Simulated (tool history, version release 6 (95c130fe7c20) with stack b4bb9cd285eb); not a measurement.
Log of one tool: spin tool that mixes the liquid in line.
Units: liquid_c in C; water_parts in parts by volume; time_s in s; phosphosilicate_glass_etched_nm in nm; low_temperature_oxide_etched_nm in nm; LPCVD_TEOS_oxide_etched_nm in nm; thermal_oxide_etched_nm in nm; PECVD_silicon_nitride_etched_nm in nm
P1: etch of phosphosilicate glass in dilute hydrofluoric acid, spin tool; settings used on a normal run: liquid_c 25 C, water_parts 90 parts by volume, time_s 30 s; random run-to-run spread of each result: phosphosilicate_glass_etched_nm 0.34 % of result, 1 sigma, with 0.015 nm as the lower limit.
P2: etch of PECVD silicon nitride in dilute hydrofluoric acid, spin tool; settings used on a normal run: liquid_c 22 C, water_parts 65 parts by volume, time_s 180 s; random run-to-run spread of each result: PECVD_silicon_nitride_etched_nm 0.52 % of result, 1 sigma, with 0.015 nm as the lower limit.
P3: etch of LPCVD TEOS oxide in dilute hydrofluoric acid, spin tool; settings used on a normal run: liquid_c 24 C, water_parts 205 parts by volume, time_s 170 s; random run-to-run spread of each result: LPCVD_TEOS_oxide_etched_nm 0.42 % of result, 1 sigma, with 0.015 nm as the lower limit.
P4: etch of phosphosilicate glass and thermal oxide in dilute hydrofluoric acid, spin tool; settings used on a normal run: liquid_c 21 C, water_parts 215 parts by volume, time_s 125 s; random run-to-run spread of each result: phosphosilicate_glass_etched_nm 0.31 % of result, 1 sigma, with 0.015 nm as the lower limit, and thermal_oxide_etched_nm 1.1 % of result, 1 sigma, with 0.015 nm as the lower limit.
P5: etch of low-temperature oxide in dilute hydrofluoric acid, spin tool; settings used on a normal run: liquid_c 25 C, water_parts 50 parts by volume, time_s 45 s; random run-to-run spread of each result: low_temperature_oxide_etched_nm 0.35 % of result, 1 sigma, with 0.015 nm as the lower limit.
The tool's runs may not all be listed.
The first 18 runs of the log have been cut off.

run	day	process	liquid_c	water_parts	time_s	hours since the thermometer was replaced	hours since the hydrofluoric acid flow meter was replaced	phosphosilicate_glass_etched_nm	low_temperature_oxide_etched_nm	LPCVD_TEOS_oxide_etched_nm	thermal_oxide_etched_nm	PECVD_silicon_nitride_etched_nm
19	10.575	P2	22	65	15	607.6	438.8					0.36462
20	11.146	P5	19.5	50	45	621.3	452.5		16.971			
21	11.946	P2	29	65	180	640.5	471.7					6.6678
22	12.412	P4	21	85	125	651.7	482.9	113.14			6.3278	
23	13.133	P1	20.5	90	15	669	500.2	11.26				
24	13.592	P2	22	65	180	680	511.2					4.2217
25	13.946	P1	25	90	30	688.5	519.7	27.168				
26	14.683	P1	25	90	30	706.2	537.4	27.238				
27	15.25	P1	31.5	140	30	719.8	551	20.918				
28	15.617	P4	21	215	125	728.6	559.8	38.726			2.1777	
29	16.025	P1	25	90	30	738.4	569.6	27.199				
# day 16.596: thermometer replaced
30	16.596	P1	18.5	90	15	0	583.3	10.371				
31	17.392	P4	21	215	125	19.1	602.4	38.842			2.1805	
32	18.046	P1	25	90	30	34.8	618.1	27.118				
33	18.804	P3	24	205	170	53	636.3			23.727		
34	19.167	P3	24	125	170	61.7	645			43.23		
35	19.8	P1	25	90	30	76.9	660.2	27.147				
36	20.396	P1	25	90	30	91.2	674.5	28.135				
37	20.842	P1	25	90	30	101.9	685.2	28.374				

What does the tool deliver on the next run?
38	21.275	P1	25	90	30	112.3	695.6	?				

phosphosilicate_glass_etched_nm: 28.705 nm
